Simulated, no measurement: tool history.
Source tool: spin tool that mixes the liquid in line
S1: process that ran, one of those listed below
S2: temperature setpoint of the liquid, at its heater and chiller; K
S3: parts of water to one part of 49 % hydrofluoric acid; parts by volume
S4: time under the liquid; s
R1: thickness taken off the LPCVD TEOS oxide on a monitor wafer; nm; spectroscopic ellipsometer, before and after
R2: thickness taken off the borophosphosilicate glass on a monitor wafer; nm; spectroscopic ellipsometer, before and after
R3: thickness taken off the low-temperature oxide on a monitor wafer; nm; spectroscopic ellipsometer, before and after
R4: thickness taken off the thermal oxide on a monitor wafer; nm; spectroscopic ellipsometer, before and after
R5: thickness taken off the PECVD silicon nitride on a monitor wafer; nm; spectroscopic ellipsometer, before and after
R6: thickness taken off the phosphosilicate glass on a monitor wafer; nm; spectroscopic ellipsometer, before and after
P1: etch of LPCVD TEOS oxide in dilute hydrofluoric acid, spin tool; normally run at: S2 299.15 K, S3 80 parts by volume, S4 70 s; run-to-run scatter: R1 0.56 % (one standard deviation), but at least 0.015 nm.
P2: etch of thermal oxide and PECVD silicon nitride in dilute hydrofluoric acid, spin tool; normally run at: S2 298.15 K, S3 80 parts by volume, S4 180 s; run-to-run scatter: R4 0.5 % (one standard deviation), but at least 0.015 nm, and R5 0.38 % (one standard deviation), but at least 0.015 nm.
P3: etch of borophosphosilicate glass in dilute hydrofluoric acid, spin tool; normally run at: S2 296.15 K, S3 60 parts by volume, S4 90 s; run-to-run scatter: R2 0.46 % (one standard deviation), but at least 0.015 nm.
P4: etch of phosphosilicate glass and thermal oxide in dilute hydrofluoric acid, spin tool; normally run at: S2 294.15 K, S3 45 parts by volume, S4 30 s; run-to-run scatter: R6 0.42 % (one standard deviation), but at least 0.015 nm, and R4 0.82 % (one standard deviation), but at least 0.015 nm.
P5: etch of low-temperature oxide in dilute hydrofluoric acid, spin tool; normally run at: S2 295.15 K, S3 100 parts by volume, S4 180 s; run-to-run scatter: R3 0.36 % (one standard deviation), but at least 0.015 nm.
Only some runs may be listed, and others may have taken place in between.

run 1 hour=5.5 | S1=P1 S2=299.15 S3=80 S4=70 | R1=36.527
run 2 hour=13.8 | S1=P1 S2=304.65 S3=80 S4=70 | R1=45.214
run 3 hour=19.6 | S1=P3 S2=296.15 S3=95 S4=90 | R2=29.27
run 4 hour=25.9 | S1=P1 S2=299.15 S3=80 S4=70 | R1=36.756
run 5 hour=34.3 | S1=P3 S2=296.15 S3=60 S4=90 | R2=48.568
run 6 hour=43.1 | S1=P5 S2=295.15 S3=100 S4=180 | R3=32.124
run 7 hour=50.3 | S1=P5 S2=295.15 S3=100 S4=50 | R3=8.9101
run 8 hour=55.2 | S1=P2 S2=298.15 S3=80 S4=180 | R4=11.261 R5=13.844
run 9 hour=64.1 | S1=P1 S2=294.65 S3=80 S4=70 | R1=30.279
run 10 hour=68.3 | S1=P1 S2=299.15 S3=80 S4=30 | R1=15.597
run 11 hour=76.8 | S1=P2 S2=298.15 S3=110 S4=180 | R4=7.8259 R5=10.124
run 12 hour=86.1 | S1=P5 S2=303.65 S3=100 S4=180 | R3=44.788
run 13 hour=91.6 | S1=P5 S2=295.15 S3=25 S4=180 | R3=140.23
run 14 hour=99.6 | S1=P3 S2=296.15 S3=60 S4=90 | R2=48.377
run 15 hour=107.2 | S1=P4 S2=294.15 S3=20 S4=30 | R4=7.0722 R6=212.44
run 16 hour=115.9 | S1=P4 S2=302.15 S3=45 S4=30 | R4=4.2529 R6=125.95
run 17 hour=121.1 | S1=P1 S2=299.15 S3=110 S4=70 | R1=25.26
run 18 hour=127.6 | S1=P2 S2=298.15 S3=80 S4=15 | R4=0.95914 R5=1.1366
run 19 hour=132.3 | S1=P1 S2=299.15 S3=25 S4=130 | R1=234.96
run 20 hour=139.4 | S1=P4 S2=294.15 S3=45 S4=30 | R4=3.0178 R6=91.801
run 21 hour=145.8 | S1=P1 S2=299.15 S3=45 S4=70 | R1=67.806
run 22 hour=150.5 | S1=P1 S2=299.15 S3=80 S4=115 | R1=60.582
run 23 hour=155.5 | S1=P2 S2=304.65 S3=80 S4=180 | R4=14.325 R5=20.868
run 24 hour=163.2 | S1=P3 S2=296.15 S3=60 S4=165 | R2=88.468
run 25 hour=170.8 | S1=P1 S2=299.15 S3=80 S4=70 | R1=36.57
run 26 hour=177.7 | S1=P4 S2=294.15 S3=45 S4=60 | R4=6.1336 R6=182.57
run 27 hour=186.3 | S1=P1 S2=299.15 S3=30 S4=45 | R1=66.893
run 28 hour=194.4 | S1=P5 S2=295.15 S3=100 S4=180 | R3=31.96
run 29 hour=200.1 | S1=P4 S2=294.15 S3=45 S4=30 | R4=3.0878 R6=91.051
run 30 hour=208.2 | S1=P1 S2=299.15 S3=80 S4=70 | R1=36.612
run 31 hour=213.7 | S1=P1 S2=299.15 S3=80 S4=70 | R1=36.284
run 32 hour=220.2 | S1=P3 S2=290.15 S3=60 S4=90 | R2=37.652
run 33 hour=227 | S1=P1 S2=299.15 S3=80 S4=70 | R1=36.322
run 34 hour=234.2 | S1=P1 S2=299.15 S3=80 S4=70 | R1=36.415
run 35 hour=241.4 | S1=P1 S2=299.15 S3=80 S4=70 | R1=37.281
run 36 hour=249.8 | S1=P1 S2=299.15 S3=80 S4=70 | R1=38.345
run 37 hour=256 | S1=P1 S2=299.15 S3=80 S4=70 | R1=38.934
run 38 hour=263.5 | S1=P1 S2=299.15 S3=80 S4=70 | R1=38.901
run 39 hour=272 | S1=P1 S2=299.15 S3=80 S4=70 | R1=39.129
run 40 hour=279.2 | S1=P1 S2=299.15 S3=80 S4=70 | R1=38.989
run 41 hour=287.7 | S1=P1 S2=299.15 S3=80 S4=70 | R1=39.012
run 42 hour=293.7 | S1=P1 S2=299.15 S3=80 S4=70 | R1=39.159
run 43 hour=301.2 | S1=P1 S2=299.15 S3=80 S4=70 | R1=39.422

What P1 gives has crept away from where it was. These 2 causes fit the log equally well, each at the size given:
A: liquid hotter than its thermometer reads (K) = 1.97
B: hydrofluoric acid flow above the setpoint (%) = 7.22
The onset of the drift is placed at about hour 234.2.

The check runs listed below each take one wafer, and their results are still question marks. Under which run would the listed causes lead to clearly different results?
run check 1 hour=308.7 | S1=P5 S2=299.15 S3=100 S4=90 | R3=?
run check 2 hour=308.7 | S1=P3 S2=292.65 S3=60 S4=140 | R2=?
run check 3 hour=308.7 | S1=P4 S2=302.15 S3=45 S4=40 | R4=? R6=?
run check 4 hour=308.7 | S1=P2 S2=301.65 S3=80 S4=20 | R4=? R5=?

Expected result of each check under each candidate cause:
check=check_1 result=R3 if_A=20.264 if_B=20.313
check=check_2 result=R2 if_A=70.701 if_B=70.115
check=check_3 result=R4 if_A=6.1164 if_B=6.0957
check=check_3 result=R6 if_A=183.34 if_B=182.72
check=check_4 result=R4 if_A=1.5352 if_B=1.5381
check=check_4 result=R5 if_A=2.1844 if_B=2.0655
Separation of the two closest causes in each check, using whichever result separates them best: check 1 0.24 %; check 2 0.83 %; check 3 0.34 %; check 4 5.6 %
The other checks would show nearly matching results whichever cause is true, so check 4 is the only one that separates the causes.

Here is what check 4 returned: R4 1.5482 nm; R5 2.0923 nm. Which cause is it?

B is the cause: hydrofluoric acid flow above the setpoint (%).

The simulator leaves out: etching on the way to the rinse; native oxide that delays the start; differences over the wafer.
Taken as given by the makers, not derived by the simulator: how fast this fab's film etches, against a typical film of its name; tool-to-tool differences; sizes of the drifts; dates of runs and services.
